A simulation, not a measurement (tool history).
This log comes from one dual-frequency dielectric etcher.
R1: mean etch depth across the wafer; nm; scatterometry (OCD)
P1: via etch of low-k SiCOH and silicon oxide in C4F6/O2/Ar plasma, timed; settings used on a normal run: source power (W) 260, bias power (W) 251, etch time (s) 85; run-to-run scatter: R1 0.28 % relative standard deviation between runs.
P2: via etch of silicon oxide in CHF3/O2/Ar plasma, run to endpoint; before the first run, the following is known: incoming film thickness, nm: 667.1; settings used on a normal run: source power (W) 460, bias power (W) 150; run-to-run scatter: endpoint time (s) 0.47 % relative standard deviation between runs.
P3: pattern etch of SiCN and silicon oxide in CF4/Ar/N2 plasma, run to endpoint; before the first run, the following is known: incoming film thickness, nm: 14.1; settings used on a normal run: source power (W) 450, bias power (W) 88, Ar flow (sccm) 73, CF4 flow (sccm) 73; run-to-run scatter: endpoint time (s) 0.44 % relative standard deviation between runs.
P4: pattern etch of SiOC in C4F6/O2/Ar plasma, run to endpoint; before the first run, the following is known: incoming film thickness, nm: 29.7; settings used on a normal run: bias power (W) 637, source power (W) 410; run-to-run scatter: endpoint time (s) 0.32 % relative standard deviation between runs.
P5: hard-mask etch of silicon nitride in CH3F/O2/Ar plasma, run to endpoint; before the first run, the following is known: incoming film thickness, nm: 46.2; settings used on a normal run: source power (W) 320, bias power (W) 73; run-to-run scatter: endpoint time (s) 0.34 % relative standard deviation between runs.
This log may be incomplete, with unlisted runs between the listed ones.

run 1 hour=3.9 | process_that_ran=P1 source_power_(W)=260 bias_power_(W)=251 etch_time_(s)=85 | R1=224.77
run 2 hour=8.3 | process_that_ran=P4 source_power_(W)=410 bias_power_(W)=637 | endpoint_time_(s)=8.7439
run 3 hour=11.7 | process_that_ran=P5 source_power_(W)=320 bias_power_(W)=73 | endpoint_time_(s)=72.078
run 4 hour=17.1 | process_that_ran=P3 source_power_(W)=540 bias_power_(W)=88 Ar_flow_(sccm)=73 CF4_flow_(sccm)=73 | endpoint_time_(s)=12.73
run 5 hour=20.9 | process_that_ran=P1 source_power_(W)=260 bias_power_(W)=251 etch_time_(s)=85 | R1=224.47
run 6 hour=26.4 | process_that_ran=P3 source_power_(W)=450 bias_power_(W)=51 Ar_flow_(sccm)=73 CF4_flow_(sccm)=73 | endpoint_time_(s)=17.57
run 7 hour=32.4 | process_that_ran=P1 source_power_(W)=260 bias_power_(W)=353 etch_time_(s)=85 | R1=253.46
run 8 hour=36.6 | process_that_ran=P1 source_power_(W)=260 bias_power_(W)=251 etch_time_(s)=85 | R1=225.55
run 9 hour=41.9 | process_that_ran=P3 source_power_(W)=450 bias_power_(W)=88 Ar_flow_(sccm)=92 CF4_flow_(sccm)=73 | endpoint_time_(s)=15.35
run 10 hour=46.4 | process_that_ran=P5 source_power_(W)=320 bias_power_(W)=49 | endpoint_time_(s)=82.151
run 11 hour=51.7 | process_that_ran=P1 source_power_(W)=260 bias_power_(W)=251 etch_time_(s)=125 | R1=330.9
run 12 hour=56.1 | process_that_ran=P1 source_power_(W)=260 bias_power_(W)=251 etch_time_(s)=47 | R1=124.09
run 13 hour=62.1 | process_that_ran=P3 source_power_(W)=450 bias_power_(W)=88 Ar_flow_(sccm)=73 CF4_flow_(sccm)=73 | endpoint_time_(s)=14.794
run 14 hour=65.1 | process_that_ran=P4 source_power_(W)=410 bias_power_(W)=393 | endpoint_time_(s)=10.47
run 15 hour=68 | process_that_ran=P1 source_power_(W)=260 bias_power_(W)=251 etch_time_(s)=85 | R1=223.42
run 16 hour=71.4 | process_that_ran=P1 source_power_(W)=360 bias_power_(W)=251 etch_time_(s)=85 | R1=254.16
run 17 hour=76.1 | process_that_ran=P3 source_power_(W)=450 bias_power_(W)=88 Ar_flow_(sccm)=73 CF4_flow_(sccm)=73 | endpoint_time_(s)=14.985
run 18 hour=79.3 | process_that_ran=P2 source_power_(W)=460 bias_power_(W)=150 | endpoint_time_(s)=394.48
run 19 hour=82.6 | process_that_ran=P1 source_power_(W)=260 bias_power_(W)=162 etch_time_(s)=121.5 | R1=278.28
run 20 hour=87.5 | process_that_ran=P1 source_power_(W)=190 bias_power_(W)=251 etch_time_(s)=85 | R1=200.1
run 21 hour=91.6 | process_that_ran=P2 source_power_(W)=630 bias_power_(W)=150 | endpoint_time_(s)=351.43
run 22 hour=97 | process_that_ran=P1 source_power_(W)=260 bias_power_(W)=146 etch_time_(s)=85 | R1=187.82
run 23 hour=103.1 | process_that_ran=P1 source_power_(W)=260 bias_power_(W)=195 etch_time_(s)=64 | R1=155.2
run 24 hour=107.1 | process_that_ran=P2 source_power_(W)=460 bias_power_(W)=210 | endpoint_time_(s)=354.25
run 25 hour=112.1 | process_that_ran=P1 source_power_(W)=260 bias_power_(W)=251 etch_time_(s)=85 | R1=223.81
run 26 hour=115.9 | process_that_ran=P3 source_power_(W)=450 bias_power_(W)=88 Ar_flow_(sccm)=73 CF4_flow_(sccm)=87 | endpoint_time_(s)=14.478
run 27 hour=119.2 | process_that_ran=P2 source_power_(W)=460 bias_power_(W)=150 | endpoint_time_(s)=395.55
-- hour=119.9 source power generator calibrated
run 28 hour=124.6 | process_that_ran=P4 source_power_(W)=340 bias_power_(W)=637 | endpoint_time_(s)=9.2956
run 29 hour=130.6 | process_that_ran=P5 source_power_(W)=320 bias_power_(W)=73 | endpoint_time_(s)=71.459

What does the tool deliver on the next run?
run 30 hour=136.7 | process_that_ran=P1 source_power_(W)=260 bias_power_(W)=251 etch_time_(s)=85 | R1=?

Logged for run 30: R1 224.4 nm.

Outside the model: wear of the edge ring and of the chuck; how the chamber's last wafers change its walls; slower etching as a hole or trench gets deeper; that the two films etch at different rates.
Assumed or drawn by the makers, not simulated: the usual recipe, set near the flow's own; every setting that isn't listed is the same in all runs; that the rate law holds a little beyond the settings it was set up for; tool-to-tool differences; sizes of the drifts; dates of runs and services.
